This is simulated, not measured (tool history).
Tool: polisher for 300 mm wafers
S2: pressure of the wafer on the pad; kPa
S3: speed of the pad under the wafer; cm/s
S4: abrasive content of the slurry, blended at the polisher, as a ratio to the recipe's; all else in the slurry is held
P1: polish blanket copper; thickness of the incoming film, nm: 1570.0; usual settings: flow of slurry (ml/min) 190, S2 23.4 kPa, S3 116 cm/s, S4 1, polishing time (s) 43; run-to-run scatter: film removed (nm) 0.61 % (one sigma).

Run 1, day 0.35: flow of slurry (ml/min) 190, S2 23.4 kPa, S3 116 cm/s, S4 1, polishing time (s) 43. Result: film removed (nm) 175.18.
Run 2, day 0.8: flow of slurry (ml/min) 190, S2 23.4 kPa, S3 116 cm/s, S4 0.65, polishing time (s) 43. Result: film removed (nm) 160.01.
Run 3, day 1.158: flow of slurry (ml/min) 190, S2 23.4 kPa, S3 116 cm/s, S4 1, polishing time (s) 43. Result: film removed (nm) 174.38.
Run 4, day 1.492: flow of slurry (ml/min) 115, S2 23.4 kPa, S3 116 cm/s, S4 1, polishing time (s) 43. Result: film removed (nm) 159.84.
Run 5, day 1.7: flow of slurry (ml/min) 120, S2 23.4 kPa, S3 116 cm/s, S4 1, polishing time (s) 27. Result: film removed (nm) 101.25.
At day 1.858: head pressure recalibrated.
Run 6, day 2.058: flow of slurry (ml/min) 190, S2 23.4 kPa, S3 116 cm/s, S4 1, polishing time (s) 43. Result: film removed (nm) 175.47.
Run 7, day 2.279: flow of slurry (ml/min) 190, S2 23.4 kPa, S3 166 cm/s, S4 1, polishing time (s) 43. Result: film removed (nm) 249.03.
Run 8, day 2.479: flow of slurry (ml/min) 190, S2 23.4 kPa, S3 80 cm/s, S4 0.8, polishing time (s) 43. Result: film removed (nm) 114.42.
Run 9, day 2.792: flow of slurry (ml/min) 245, S2 29 kPa, S3 116 cm/s, S4 1, polishing time (s) 43. Result: film removed (nm) 225.61.
Run 10, day 3.217: flow of slurry (ml/min) 190, S2 35.9 kPa, S3 116 cm/s, S4 1, polishing time (s) 43. Result: film removed (nm) 266.03.
Run 11, day 3.438: flow of slurry (ml/min) 190, S2 23.4 kPa, S3 52 cm/s, S4 1, polishing time (s) 43. Result: film removed (nm) 78.516.
Run 12, day 3.696: flow of slurry (ml/min) 190, S2 23.4 kPa, S3 116 cm/s, S4 1.35, polishing time (s) 43. Result: film removed (nm) 187.02.
Run 13, day 4.033: flow of slurry (ml/min) 290, S2 23.4 kPa, S3 116 cm/s, S4 1, polishing time (s) 43. Result: film removed (nm) 183.22.
Run 14, day 4.438: flow of slurry (ml/min) 190, S2 11 kPa, S3 116 cm/s, S4 1, polishing time (s) 43. Result: film removed (nm) 82.907.
Run 15, day 4.867: flow of slurry (ml/min) 190, S2 23.4 kPa, S3 116 cm/s, S4 1, polishing time (s) 43. Result: film removed (nm) 173.49.
Run 16, day 5.325: flow of slurry (ml/min) 190, S2 23.4 kPa, S3 116 cm/s, S4 1, polishing time (s) 43. Result: film removed (nm) 174.2.
Run 17, day 5.667: flow of slurry (ml/min) 190, S2 23.4 kPa, S3 116 cm/s, S4 1, polishing time (s) 58. Result: film removed (nm) 237.03.
Run 18, day 5.921: flow of slurry (ml/min) 190, S2 23.4 kPa, S3 116 cm/s, S4 1, polishing time (s) 21. Result: film removed (nm) 86.703.
Run 19, day 6.167: flow of slurry (ml/min) 190, S2 23.4 kPa, S3 116 cm/s, S4 1, polishing time (s) 43. Result: film removed (nm) 174.93.
Run 20, day 6.575: flow of slurry (ml/min) 190, S2 23.4 kPa, S3 116 cm/s, S4 1, polishing time (s) 43. Result: film removed (nm) 170.92.
Run 21, day 6.967: flow of slurry (ml/min) 190, S2 23.4 kPa, S3 116 cm/s, S4 1, polishing time (s) 43. Result: film removed (nm) 167.84.
At day 7.008: head pressure recalibrated.
Run 22, day 7.167: flow of slurry (ml/min) 190, S2 23.4 kPa, S3 116 cm/s, S4 1, polishing time (s) 43. Result: film removed (nm) 167.33.
Run 23, day 7.467: flow of slurry (ml/min) 190, S2 23.4 kPa, S3 116 cm/s, S4 1, polishing time (s) 43. Result: film removed (nm) 168.16.
At day 7.771: worn pad replaced by a new one.
Run 24, day 7.9: flow of slurry (ml/min) 190, S2 23.4 kPa, S3 116 cm/s, S4 1, polishing time (s) 43. Result: film removed (nm) 167.51.
Run 25, day 8.329: flow of slurry (ml/min) 190, S2 23.4 kPa, S3 116 cm/s, S4 1, polishing time (s) 43. Result: film removed (nm) 165.41.

What P1 gives has crept away from where it was. These 2 causes fit the log equally well, each at the size given:
A: slurry flow missing at the pad, % = 29.1
B: abrasive missing from the slurry, % = 23.4
The creep began at about day 6.167.
Why every other cause is out:
removal rate lost through wear of the pad, %: serviced at day 7.771, which brought nothing back
head's pressure below its setpoint, %: serviced at day 7.008, which brought nothing back

4 check runs are offered, each on 5 wafers whose results are averaged, their results left as question marks. Which one tells the causes apart?
Run check 1, day 8.758: flow of slurry (ml/min) 190, S2 23.4 kPa, S3 72 cm/s, S4 0.65, polishing time (s) 43. Result: film removed (nm) ?.
Run check 2, day 8.758: flow of slurry (ml/min) 190, S2 23.4 kPa, S3 64 cm/s, S4 1, polishing time (s) 43. Result: film removed (nm) ?.
Run check 3, day 8.758: flow of slurry (ml/min) 190, S2 11 kPa, S3 116 cm/s, S4 1, polishing time (s) 43. Result: film removed (nm) ?.
Run check 4, day 8.758: flow of slurry (ml/min) 130, S2 23.4 kPa, S3 166 cm/s, S4 1, polishing time (s) 43. Result: film removed (nm) ?.

What each check would give under each cause:
  check             result    if A    if B
check 1  film removed (nm)  93.977  94.273
check 2  film removed (nm)  91.394  91.405
check 3  film removed (nm)  77.953  77.963
check 4  film removed (nm)  217.42  222.55
How far apart the two closest causes lie, in the result that separates them most: check 1 0.31 %; check 2 0.01 %; check 3 0.01 %; check 4 2.33 %
Only check 4 tells the causes apart: in the others they would give nearly the same result.

Check 4 was then run and gave: film removed (nm) 217.72. Which cause is it?

It is A: slurry flow missing at the pad, %.
